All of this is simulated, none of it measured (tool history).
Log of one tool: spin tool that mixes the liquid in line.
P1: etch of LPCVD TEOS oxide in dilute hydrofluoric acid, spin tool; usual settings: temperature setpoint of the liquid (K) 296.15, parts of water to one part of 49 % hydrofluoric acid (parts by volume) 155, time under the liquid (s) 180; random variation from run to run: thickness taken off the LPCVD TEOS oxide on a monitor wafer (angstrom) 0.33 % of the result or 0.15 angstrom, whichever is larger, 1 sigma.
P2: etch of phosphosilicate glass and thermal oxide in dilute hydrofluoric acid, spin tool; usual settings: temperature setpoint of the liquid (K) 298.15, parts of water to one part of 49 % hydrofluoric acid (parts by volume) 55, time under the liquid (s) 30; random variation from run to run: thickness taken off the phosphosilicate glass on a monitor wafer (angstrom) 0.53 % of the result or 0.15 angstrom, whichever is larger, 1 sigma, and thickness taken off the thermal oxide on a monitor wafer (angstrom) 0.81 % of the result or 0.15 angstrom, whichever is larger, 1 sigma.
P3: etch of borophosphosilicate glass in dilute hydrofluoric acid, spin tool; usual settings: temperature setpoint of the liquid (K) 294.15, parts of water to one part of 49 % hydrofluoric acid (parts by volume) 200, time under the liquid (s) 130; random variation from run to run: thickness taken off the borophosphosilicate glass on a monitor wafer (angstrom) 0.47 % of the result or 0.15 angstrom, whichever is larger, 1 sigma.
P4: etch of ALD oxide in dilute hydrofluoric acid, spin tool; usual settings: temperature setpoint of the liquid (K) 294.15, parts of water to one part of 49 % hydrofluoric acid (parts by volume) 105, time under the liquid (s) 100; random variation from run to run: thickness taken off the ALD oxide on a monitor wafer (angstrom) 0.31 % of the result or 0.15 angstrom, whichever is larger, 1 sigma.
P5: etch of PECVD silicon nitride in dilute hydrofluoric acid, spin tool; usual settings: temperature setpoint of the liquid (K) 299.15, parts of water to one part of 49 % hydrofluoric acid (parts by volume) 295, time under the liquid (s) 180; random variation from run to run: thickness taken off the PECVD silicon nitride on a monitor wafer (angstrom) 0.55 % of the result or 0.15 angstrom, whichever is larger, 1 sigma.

| run | day | process that ran | temperature setpoint of the liquid (K) | parts of water to one part of 49 % hydrofluoric acid (parts by volume) | time under the liquid (s) | hours since the thermometer was replaced | hours since the hydrofluoric acid flow meter was replaced | thickness taken off the LPCVD TEOS oxide on a monitor wafer (angstrom) | thickness taken off the PECVD silicon nitride on a monitor wafer (angstrom) | thickness taken off the ALD oxide on a monitor wafer (angstrom) | thickness taken off the phosphosilicate glass on a monitor wafer (angstrom) | thickness taken off the thermal oxide on a monitor wafer (angstrom) | thickness taken off the borophosphosilicate glass on a monitor wafer (angstrom) |
|---|---|---|---|---|---|---|---|---|---|---|---|---|---|
| 1 | 0.688 | P1 | 296.15 | 155 | 180 | 1034.2 | 303.5 | 351.28 |  |  |  |  |  |
| 2 | 1.329 | P1 | 290.65 | 155 | 320 | 1049.6 | 318.9 | 499.57 |  |  |  |  |  |
| 3 | 1.762 | P1 | 296.15 | 265 | 180 | 1060.0 | 329.3 | 182.42 |  |  |  |  |  |
| 4 | 2.104 | P5 | 299.15 | 130 | 180 | 1068.2 | 337.5 |  | 82.210 |  |  |  |  |
| 5 | 2.738 | P1 | 300.65 | 155 | 15 | 1083.4 | 352.7 | 34.65 |  |  |  |  |  |
| 6 | 3.088 | P4 | 294.15 | 55 | 100 | 1091.8 | 361.1 |  |  | 164.310 |  |  |  |
| 7 | 3.825 | P2 | 298.15 | 25 | 30 | 1109.5 | 378.8 |  |  |  | 1157.50 | 65.218 |  |
| 8 | 4.425 | P1 | 296.15 | 155 | 180 | 1123.9 | 393.2 | 349.66 |  |  |  |  |  |
| 9 | 5.025 | P1 | 296.15 | 155 | 180 | 1138.3 | 407.6 | 350.67 |  |  |  |  |  |
| 10 | 5.488 | P4 | 294.15 | 105 | 100 | 1149.4 | 418.7 |  |  | 80.862 |  |  |  |
| 11 | 5.904 | P1 | 296.15 | 155 | 180 | 1159.4 | 428.7 | 349.18 |  |  |  |  |  |
| 12 | 6.254 | P5 | 299.15 | 295 | 180 | 1167.8 | 437.1 |  | 36.202 |  |  |  |  |
| 13 | 6.717 | P1 | 296.15 | 155 | 275 | 1178.9 | 448.2 | 535.51 |  |  |  |  |  |
| 14 | 7.054 | P1 | 296.15 | 155 | 180 | 1187.0 | 456.3 | 351.11 |  |  |  |  |  |
| 15 | 7.458 | P4 | 294.15 | 105 | 185 | 1196.7 | 466.0 |  |  | 150.540 |  |  |  |
| 16 | 7.846 | P3 | 294.15 | 345 | 130 | 1206.0 | 475.3 |  |  |  |  |  | 117.020 |
| 17 | 8.217 | P1 | 296.15 | 155 | 180 | 1214.9 | 484.2 | 350.93 |  |  |  |  |  |
| 18 | 8.933 | P2 | 302.65 | 55 | 30 | 1232.1 | 501.4 |  |  |  | 605.82 | 34.434 |  |
| 19 | 9.508 | P3 | 294.15 | 200 | 130 | 1245.9 | 515.2 |  |  |  |  |  | 232.740 |
| 20 | 10.112 | P5 | 299.15 | 295 | 355 | 1260.4 | 529.7 |  | 71.245 |  |  |  |  |
| 21 | 10.733 | P5 | 294.65 | 295 | 180 | 1275.3 | 544.6 |  | 27.322 |  |  |  |  |
| 22 | 11.342 | P1 | 296.15 | 85 | 180 | 1289.9 | 559.2 | 692.73 |  |  |  |  |  |
| 23 | 11.700 | P1 | 290.15 | 155 | 180 | 1298.5 | 567.8 | 276.61 |  |  |  |  |  |

Forecast run 24:
| 24 | 12.308 | P3 | 294.15 | 200 | 25 | 1313.1 | 582.4 |  |  |  |  |  | ? |

{"run 24": {"thickness taken off the borophosphosilicate glass on a monitor wafer (angstrom)": 44.806}}
